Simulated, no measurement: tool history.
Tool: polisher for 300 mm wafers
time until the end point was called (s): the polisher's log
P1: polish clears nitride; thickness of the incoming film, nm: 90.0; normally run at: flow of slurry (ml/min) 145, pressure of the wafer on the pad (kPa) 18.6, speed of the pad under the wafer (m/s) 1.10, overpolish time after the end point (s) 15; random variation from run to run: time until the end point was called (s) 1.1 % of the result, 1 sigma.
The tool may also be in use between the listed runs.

run   hour  flow of slurry (ml/min)  pressure of the wafer on the pad (kPa)  speed of the pad under the wafer (m/s)  overpolish time after the end point (s)  wafers polished on this pad  hours since the slurry nozzle was cleaned  hours since the head pressure was calibrated  time until the end point was called (s)
  1    6.3                      145                                    18.6                                    1.10                                       15                          971                                      353.5                                         274.3                                  108.990
  2   12.4                      145                                    26.9                                    1.10                                        4                         1011                                      359.6                                         280.4                                   75.088
  3   20.0                      145                                    18.6                                    0.50                                       15                         1060                                      367.2                                         288.0                                  237.620
  4   27.2                      145                                     9.0                                    1.10                                       15                         1107                                      374.4                                         295.2                                  226.110
  5   33.5                      145                                    18.6                                    1.58                                        5                         1148                                      380.7                                         301.5                                   76.392
  6   39.9                      145                                    18.6                                    1.10                                       15                         1190                                      387.1                                         307.9                                  108.360
  7   44.9                      145                                    18.6                                    1.10                                       15                         1222                                      392.1                                         312.9                                  108.240
  8   51.4                      145                                    18.6                                    1.10                                       15                         1265                                      398.6                                         319.4                                  109.320
  9   60.5                      145                                    18.6                                    1.10                                       15                         1324                                      407.7                                         328.5                                  106.570
 10   70.9                      145                                    18.6                                    1.10                                       28                         1392                                      418.1                                         338.9                                  108.120
 11   77.1                      145                                    24.8                                    1.10                                       15                         1432                                      424.3                                         345.1                                   82.423
 12   83.1                      210                                    18.6                                    1.10                                       15                         1471                                      430.3                                         351.1                                  103.790
      89.6  -- head pressure recalibrated
 13   90.0                      145                                    18.6                                    1.74                                       15                         1516                                      437.2                                           0.5                                   68.490
 14   94.7                      145                                    18.6                                    1.10                                       15                         1547                                      441.9                                           5.2                                  108.660
 15  101.7                      145                                    18.6                                    1.10                                        4                         1592                                      448.9                                          12.2                                  109.410
 16  111.0                       85                                    18.6                                    1.10                                       15                         1653                                      458.2                                          21.5                                  122.770
 17  115.5                      145                                     9.7                                    1.40                                       15                         1682                                      462.7                                          26.0                                  164.800
 18  120.0                      145                                    18.6                                    1.10                                       15                         1711                                      467.2                                          30.5                                  110.230
 19  129.2                      145                                    18.6                                    1.10                                       15                         1771                                      476.4                                          39.7                                  110.020
 20  136.4                      145                                    18.6                                    1.10                                       15                         1818                                      483.6                                          46.9                                  111.900
 21  144.6                      145                                    18.6                                    1.10                                       15                         1872                                      491.8                                          55.1                                  112.340
     147.0  -- head pressure recalibrated
 22  151.9                      145                                    18.6                                    1.10                                       15                         1919                                      499.1                                           4.9                                  115.640
 23  158.7                      145                                    18.6                                    1.10                                       15                         1964                                      505.9                                          11.7                                  117.070
 24  166.4                      145                                    18.6                                    1.10                                       15                         2014                                      513.6                                          19.4                                  116.250
 25  176.0                      145                                    18.6                                    1.10                                       15                         2076                                      523.2                                          29.0                                  118.000

What P1 gives has crept away from where it was. These 2 causes fit the log equally well, each at the size given:
A: slurry flow missing at the pad, % = 30.3
B: removal rate lost through wear of the pad, % = 7.31
The creep began at about hour 129.2.
Why every other cause is out:
head's pressure below its setpoint, %: serviced at hour 147.0, which brought nothing back

4 check runs are offered, each on 5 wafers whose results are averaged, their results left as question marks. Which one tells the causes apart?
check 1  185.6                      145                                    18.6                                    0.58                                       15                                                                                                                                                              ?
check 2  185.6                      145                                    18.6                                    1.10                                       20                                                                                                                                                              ?
check 3  185.6                       90                                    14.5                                    1.10                                       15                                                                                                                                                              ?
check 4  185.6                      145                                    13.1                                    1.10                                       15                                                                                                                                                              ?

What each check would give under each cause:
  check                                   result     if A     if B
check 1  time until the end point was called (s)  222.660  222.620
check 2  time until the end point was called (s)  117.400  117.380
check 3  time until the end point was called (s)  174.570  167.830
check 4  time until the end point was called (s)  166.830  166.800
How far apart the two closest causes lie, in the result that separates them most: check 1 0.02 %; check 2 0.02 %; check 3 3.94 %; check 4 0.02 %
Check 3 tells the causes apart: in the others they would give nearly the same result.

Then check 3 was run and gave: time until the end point was called (s) 167.900. Which cause is it?

It is B: removal rate lost through wear of the pad, %.
